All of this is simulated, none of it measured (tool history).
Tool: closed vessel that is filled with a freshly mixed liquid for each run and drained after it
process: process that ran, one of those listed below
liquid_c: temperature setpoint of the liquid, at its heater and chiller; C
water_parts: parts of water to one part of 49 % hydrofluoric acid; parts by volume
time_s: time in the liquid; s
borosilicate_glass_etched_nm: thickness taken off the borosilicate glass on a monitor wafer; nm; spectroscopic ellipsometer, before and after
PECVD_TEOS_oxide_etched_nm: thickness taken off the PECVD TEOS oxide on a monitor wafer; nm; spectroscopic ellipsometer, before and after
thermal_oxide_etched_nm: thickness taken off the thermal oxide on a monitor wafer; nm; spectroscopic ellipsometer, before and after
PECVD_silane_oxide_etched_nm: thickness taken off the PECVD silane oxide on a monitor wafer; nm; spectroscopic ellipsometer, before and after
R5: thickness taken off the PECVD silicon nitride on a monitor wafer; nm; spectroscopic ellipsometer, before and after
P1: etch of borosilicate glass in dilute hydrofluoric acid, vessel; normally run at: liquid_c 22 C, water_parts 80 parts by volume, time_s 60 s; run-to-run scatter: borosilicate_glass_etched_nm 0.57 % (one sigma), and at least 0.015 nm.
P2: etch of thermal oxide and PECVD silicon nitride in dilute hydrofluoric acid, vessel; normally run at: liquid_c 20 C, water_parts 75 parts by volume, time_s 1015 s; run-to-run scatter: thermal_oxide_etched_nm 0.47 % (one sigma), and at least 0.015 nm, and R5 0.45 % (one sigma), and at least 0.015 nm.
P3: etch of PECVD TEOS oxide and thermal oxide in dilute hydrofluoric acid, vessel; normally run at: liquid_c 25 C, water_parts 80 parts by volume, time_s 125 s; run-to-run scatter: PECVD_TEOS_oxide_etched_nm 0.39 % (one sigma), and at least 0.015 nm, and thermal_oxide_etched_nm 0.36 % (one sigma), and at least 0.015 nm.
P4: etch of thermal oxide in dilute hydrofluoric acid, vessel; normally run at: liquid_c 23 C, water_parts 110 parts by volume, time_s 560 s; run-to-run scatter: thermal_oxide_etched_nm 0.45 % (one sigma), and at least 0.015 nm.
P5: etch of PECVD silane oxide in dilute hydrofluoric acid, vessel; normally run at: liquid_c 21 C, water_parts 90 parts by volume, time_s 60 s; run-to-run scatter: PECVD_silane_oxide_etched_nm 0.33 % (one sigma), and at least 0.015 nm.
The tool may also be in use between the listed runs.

{"run": 1, "hour": 5.6, "process": "P1", "liquid_c": 22, "water_parts": 80, "time_s": 60, "borosilicate_glass_etched_nm": 35.263}
{"run": 2, "hour": 12.0, "process": "P1", "liquid_c": 22, "water_parts": 80, "time_s": 105, "borosilicate_glass_etched_nm": 61.544}
{"run": 3, "hour": 22.5, "process": "P1", "liquid_c": 22, "water_parts": 80, "time_s": 60, "borosilicate_glass_etched_nm": 35.058}
{"run": 4, "hour": 33.2, "process": "P3", "liquid_c": 25, "water_parts": 80, "time_s": 30, "PECVD_TEOS_oxide_etched_nm": 8.7477, "thermal_oxide_etched_nm": 1.8459}
{"run": 5, "hour": 40.0, "process": "P3", "liquid_c": 25, "water_parts": 80, "time_s": 125, "PECVD_TEOS_oxide_etched_nm": 36.253, "thermal_oxide_etched_nm": 7.8202}
{"run": 6, "hour": 45.9, "process": "P3", "liquid_c": 21, "water_parts": 80, "time_s": 125, "PECVD_TEOS_oxide_etched_nm": 30.953, "thermal_oxide_etched_nm": 6.655}
{"run": 7, "hour": 55.5, "process": "P3", "liquid_c": 25, "water_parts": 80, "time_s": 125, "PECVD_TEOS_oxide_etched_nm": 36.421, "thermal_oxide_etched_nm": 7.8002}
{"run": 8, "hour": 65.6, "process": "P1", "liquid_c": 22, "water_parts": 80, "time_s": 60, "borosilicate_glass_etched_nm": 35.364}
{"run": 9, "hour": 74.8, "process": "P5", "liquid_c": 17, "water_parts": 90, "time_s": 60, "PECVD_silane_oxide_etched_nm": 26.205}
{"run": 10, "hour": 83.0, "process": "P2", "liquid_c": 20, "water_parts": 75, "time_s": 1015, "thermal_oxide_etched_nm": 54.397, "R5": 36.451}
{"run": 11, "hour": 89.2, "process": "P5", "liquid_c": 21, "water_parts": 90, "time_s": 60, "PECVD_silane_oxide_etched_nm": 30.892}
{"run": 12, "hour": 99.9, "process": "P1", "liquid_c": 22, "water_parts": 80, "time_s": 60, "borosilicate_glass_etched_nm": 35.46}
{"run": 13, "hour": 108.2, "process": "P1", "liquid_c": 22, "water_parts": 140, "time_s": 30, "borosilicate_glass_etched_nm": 9.3422}
{"run": 14, "hour": 119.0, "process": "P2", "liquid_c": 20, "water_parts": 125, "time_s": 1015, "thermal_oxide_etched_nm": 30.585, "R5": 22.311}
{"run": 15, "hour": 127.6, "process": "P2", "liquid_c": 20, "water_parts": 75, "time_s": 495, "thermal_oxide_etched_nm": 26.255, "R5": 17.84}
{"run": 16, "hour": 136.6, "process": "P1", "liquid_c": 22, "water_parts": 80, "time_s": 60, "borosilicate_glass_etched_nm": 35.261}
{"run": 17, "hour": 145.4, "process": "P4", "liquid_c": 23, "water_parts": 110, "time_s": 75, "thermal_oxide_etched_nm": 3.2685}
{"run": 18, "hour": 151.4, "process": "P5", "liquid_c": 21, "water_parts": 55, "time_s": 60, "PECVD_silane_oxide_etched_nm": 52.7}
{"run": 19, "hour": 162.2, "process": "P1", "liquid_c": 22, "water_parts": 35, "time_s": 60, "borosilicate_glass_etched_nm": 86.108}
{"run": 20, "hour": 172.8, "process": "P1", "liquid_c": 27, "water_parts": 80, "time_s": 60, "borosilicate_glass_etched_nm": 43.211}
{"run": 21, "hour": 184.4, "process": "P1", "liquid_c": 22, "water_parts": 80, "time_s": 60, "borosilicate_glass_etched_nm": 35.338}
{"run": 22, "hour": 193.2, "process": "P2", "liquid_c": 17, "water_parts": 75, "time_s": 1015, "thermal_oxide_etched_nm": 47.874, "R5": 29.775}
{"run": 23, "hour": 199.0, "process": "P5", "liquid_c": 21, "water_parts": 90, "time_s": 60, "PECVD_silane_oxide_etched_nm": 30.858}
{"hour": 207.0, "done": "hydrofluoric acid flow meter replaced"}
{"run": 24, "hour": 210.4, "process": "P5", "liquid_c": 21, "water_parts": 90, "time_s": 30, "PECVD_silane_oxide_etched_nm": 15.371}
{"hour": 216.2, "done": "thermometer replaced"}
{"run": 25, "hour": 218.2, "process": "P4", "liquid_c": 23, "water_parts": 110, "time_s": 560, "thermal_oxide_etched_nm": 24.32}
{"run": 26, "hour": 224.0, "process": "P1", "liquid_c": 22, "water_parts": 140, "time_s": 60, "borosilicate_glass_etched_nm": 18.605}
{"run": 27, "hour": 235.3, "process": "P1", "liquid_c": 17, "water_parts": 80, "time_s": 60, "borosilicate_glass_etched_nm": 28.474}
{"run": 28, "hour": 242.5, "process": "P4", "liquid_c": 17.5, "water_parts": 110, "time_s": 560, "thermal_oxide_etched_nm": 19.384}
{"run": 29, "hour": 254.1, "process": "P3", "liquid_c": 25, "water_parts": 30, "time_s": 125, "PECVD_TEOS_oxide_etched_nm": 102.84, "thermal_oxide_etched_nm": 22.291}
{"run": 30, "hour": 260.2, "process": "P1", "liquid_c": 27, "water_parts": 80, "time_s": 95, "borosilicate_glass_etched_nm": 68.022}
{"run": 31, "hour": 267.0, "process": "P1", "liquid_c": 22, "water_parts": 80, "time_s": 60, "borosilicate_glass_etched_nm": 35.644}
{"run": 32, "hour": 277.7, "process": "P1", "liquid_c": 22, "water_parts": 80, "time_s": 30, "borosilicate_glass_etched_nm": 17.643}
{"run": 33, "hour": 283.2, "process": "P4", "liquid_c": 23, "water_parts": 110, "time_s": 560, "thermal_oxide_etched_nm": 24.307}
{"run": 34, "hour": 288.8, "process": "P4", "liquid_c": 23, "water_parts": 65, "time_s": 560, "thermal_oxide_etched_nm": 43.606}
{"run": 35, "hour": 300.2, "process": "P1", "liquid_c": 22, "water_parts": 80, "time_s": 60, "borosilicate_glass_etched_nm": 35.375}
{"run": 36, "hour": 308.6, "process": "P1", "liquid_c": 22, "water_parts": 80, "time_s": 60, "borosilicate_glass_etched_nm": 34.371}
{"run": 37, "hour": 318.8, "process": "P1", "liquid_c": 22, "water_parts": 80, "time_s": 60, "borosilicate_glass_etched_nm": 33.743}
{"run": 38, "hour": 324.9, "process": "P1", "liquid_c": 22, "water_parts": 80, "time_s": 60, "borosilicate_glass_etched_nm": 33.94}
{"run": 39, "hour": 334.8, "process": "P1", "liquid_c": 22, "water_parts": 80, "time_s": 60, "borosilicate_glass_etched_nm": 33.401}
{"run": 40, "hour": 345.0, "process": "P1", "liquid_c": 22, "water_parts": 80, "time_s": 60, "borosilicate_glass_etched_nm": 33.308}
{"run": 41, "hour": 356.9, "process": "P1", "liquid_c": 22, "water_parts": 80, "time_s": 60, "borosilicate_glass_etched_nm": 33.06}
{"run": 42, "hour": 368.4, "process": "P1", "liquid_c": 22, "water_parts": 80, "time_s": 60, "borosilicate_glass_etched_nm": 33.086}
{"run": 43, "hour": 373.8, "process": "P1", "liquid_c": 22, "water_parts": 80, "time_s": 60, "borosilicate_glass_etched_nm": 32.706}
{"run": 44, "hour": 383.6, "process": "P1", "liquid_c": 22, "water_parts": 80, "time_s": 60, "borosilicate_glass_etched_nm": 33.24}
{"run": 45, "hour": 392.2, "process": "P1", "liquid_c": 22, "water_parts": 80, "time_s": 60, "borosilicate_glass_etched_nm": 33.334}

What P1 gives has crept away from where it was. These 2 causes fit the log equally well, each at the size given:
A: liquid colder than its thermometer reads (K) = 1.54
B: hydrofluoric acid flow below the setpoint (%) = 5.6
The creep began at about hour 300.2.

4 check runs are offered, one wafer each, their results left as question marks. Which one tells the causes apart?
{"run": "check 1", "hour": 400.8, "process": "P5", "liquid_c": 21, "water_parts": 60, "time_s": 40, "PECVD_silane_oxide_etched_nm": "?"}
{"run": "check 2", "hour": 400.8, "process": "P4", "liquid_c": 18, "water_parts": 110, "time_s": 345, "thermal_oxide_etched_nm": "?"}
{"run": "check 3", "hour": 400.8, "process": "P2", "liquid_c": 20, "water_parts": 125, "time_s": 1015, "thermal_oxide_etched_nm": "?", "R5": "?"}
{"run": "check 4", "hour": 400.8, "process": "P3", "liquid_c": 25, "water_parts": 80, "time_s": 60, "PECVD_TEOS_oxide_etched_nm": "?", "thermal_oxide_etched_nm": "?"}

What each check would give under each cause:
check=check_1 result=PECVD_silane_oxide_etched_nm if_A=29.979 if_B=30.065
check=check_2 result=thermal_oxide_etched_nm if_A=11.508 if_B=11.508
check=check_3 result=thermal_oxide_etched_nm if_A=28.976 if_B=28.892
check=check_3 result=R5 if_A=20.024 if_B=21.015
check=check_4 result=PECVD_TEOS_oxide_etched_nm if_A=16.43 if_B=16.397
check=check_4 result=thermal_oxide_etched_nm if_A=3.527 if_B=3.5199
How far apart the two closest causes lie, in the result that separates them most: check 1 0.29 %; check 2 0 %; check 3 4.83 %; check 4 0.2 %
Only check 3 tells the causes apart: in the others they would give nearly the same result.

Then check 3 was run and gave: thermal_oxide_etched_nm 28.842 nm; R5 21.143 nm. Which cause is it?

It is B: hydrofluoric acid flow below the setpoint (%).
